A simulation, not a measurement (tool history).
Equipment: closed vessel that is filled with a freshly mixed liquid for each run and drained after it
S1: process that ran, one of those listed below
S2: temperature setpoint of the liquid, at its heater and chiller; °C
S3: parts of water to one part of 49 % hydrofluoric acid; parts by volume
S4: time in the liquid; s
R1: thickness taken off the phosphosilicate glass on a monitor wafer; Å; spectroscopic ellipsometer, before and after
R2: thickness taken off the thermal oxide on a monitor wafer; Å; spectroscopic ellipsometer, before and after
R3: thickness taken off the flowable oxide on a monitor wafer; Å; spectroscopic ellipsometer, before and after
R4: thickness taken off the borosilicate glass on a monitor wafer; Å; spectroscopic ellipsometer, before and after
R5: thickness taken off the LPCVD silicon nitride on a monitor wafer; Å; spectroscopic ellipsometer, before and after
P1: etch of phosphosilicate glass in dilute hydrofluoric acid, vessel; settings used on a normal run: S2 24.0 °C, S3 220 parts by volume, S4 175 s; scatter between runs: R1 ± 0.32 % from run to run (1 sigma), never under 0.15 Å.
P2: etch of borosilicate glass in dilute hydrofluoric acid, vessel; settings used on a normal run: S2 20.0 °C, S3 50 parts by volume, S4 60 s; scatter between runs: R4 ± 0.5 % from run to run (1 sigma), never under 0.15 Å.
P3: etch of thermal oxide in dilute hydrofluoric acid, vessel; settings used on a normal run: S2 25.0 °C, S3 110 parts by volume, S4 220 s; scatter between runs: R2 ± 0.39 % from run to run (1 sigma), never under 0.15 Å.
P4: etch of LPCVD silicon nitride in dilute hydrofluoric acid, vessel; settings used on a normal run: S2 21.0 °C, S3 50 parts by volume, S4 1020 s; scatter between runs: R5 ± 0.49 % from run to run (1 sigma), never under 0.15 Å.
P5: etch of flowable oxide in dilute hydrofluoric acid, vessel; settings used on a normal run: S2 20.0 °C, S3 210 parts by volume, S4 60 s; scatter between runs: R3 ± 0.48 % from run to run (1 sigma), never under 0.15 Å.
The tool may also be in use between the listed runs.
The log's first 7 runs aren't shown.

Run 8, hour 97.4: S1 P2, S2 20.0 °C, S3 50 parts by volume, S4 60 s. Result: R4 354.71 Å.
Run 9, hour 107.4: S1 P1, S2 17.0 °C, S3 220 parts by volume, S4 175 s. Result: R1 333.36 Å.
Run 10, hour 122.8: S1 P1, S2 24.0 °C, S3 220 parts by volume, S4 175 s. Result: R1 430.16 Å.
Run 11, hour 138.9: S1 P1, S2 24.0 °C, S3 220 parts by volume, S4 335 s. Result: R1 827.21 Å.
Run 12, hour 158.1: S1 P2, S2 20.0 °C, S3 50 parts by volume, S4 30 s. Result: R4 176.45 Å.
Run 13, hour 171.0: S1 P5, S2 20.0 °C, S3 210 parts by volume, S4 60 s. Result: R3 69.281 Å.
At hour 183.5: thermometer replaced.
Run 14, hour 187.2: S1 P2, S2 27.5 °C, S3 50 parts by volume, S4 60 s. Result: R4 483.27 Å.
Run 15, hour 196.7: S1 P1, S2 28.5 °C, S3 220 parts by volume, S4 175 s. Result: R1 508.80 Å.
Run 16, hour 209.0: S1 P5, S2 20.0 °C, S3 210 parts by volume, S4 60 s. Result: R3 68.830 Å.
Run 17, hour 224.6: S1 P3, S2 25.0 °C, S3 175 parts by volume, S4 220 s. Result: R2 60.112 Å.
Run 18, hour 243.2: S1 P2, S2 20.0 °C, S3 80 parts by volume, S4 60 s. Result: R4 214.59 Å.
Run 19, hour 260.9: S1 P5, S2 20.0 °C, S3 105 parts by volume, S4 60 s. Result: R3 156.330 Å.
Run 20, hour 275.0: S1 P2, S2 20.0 °C, S3 50 parts by volume, S4 60 s. Result: R4 352.29 Å.
Run 21, hour 285.9: S1 P5, S2 20.0 °C, S3 210 parts by volume, S4 30 s. Result: R3 34.343 Å.
Run 22, hour 295.2: S1 P4, S2 21.0 °C, S3 80 parts by volume, S4 1020 s. Result: R5 57.2970 Å.
Run 23, hour 308.5: S1 P4, S2 21.0 °C, S3 50 parts by volume, S4 95 s. Result: R5 8.4872 Å.

Expected results for the next run?
Run 24, hour 319.0: S1 P1, S2 24.0 °C, S3 220 parts by volume, S4 175 s. Result: R1 ?.

R1: 430.45 Å
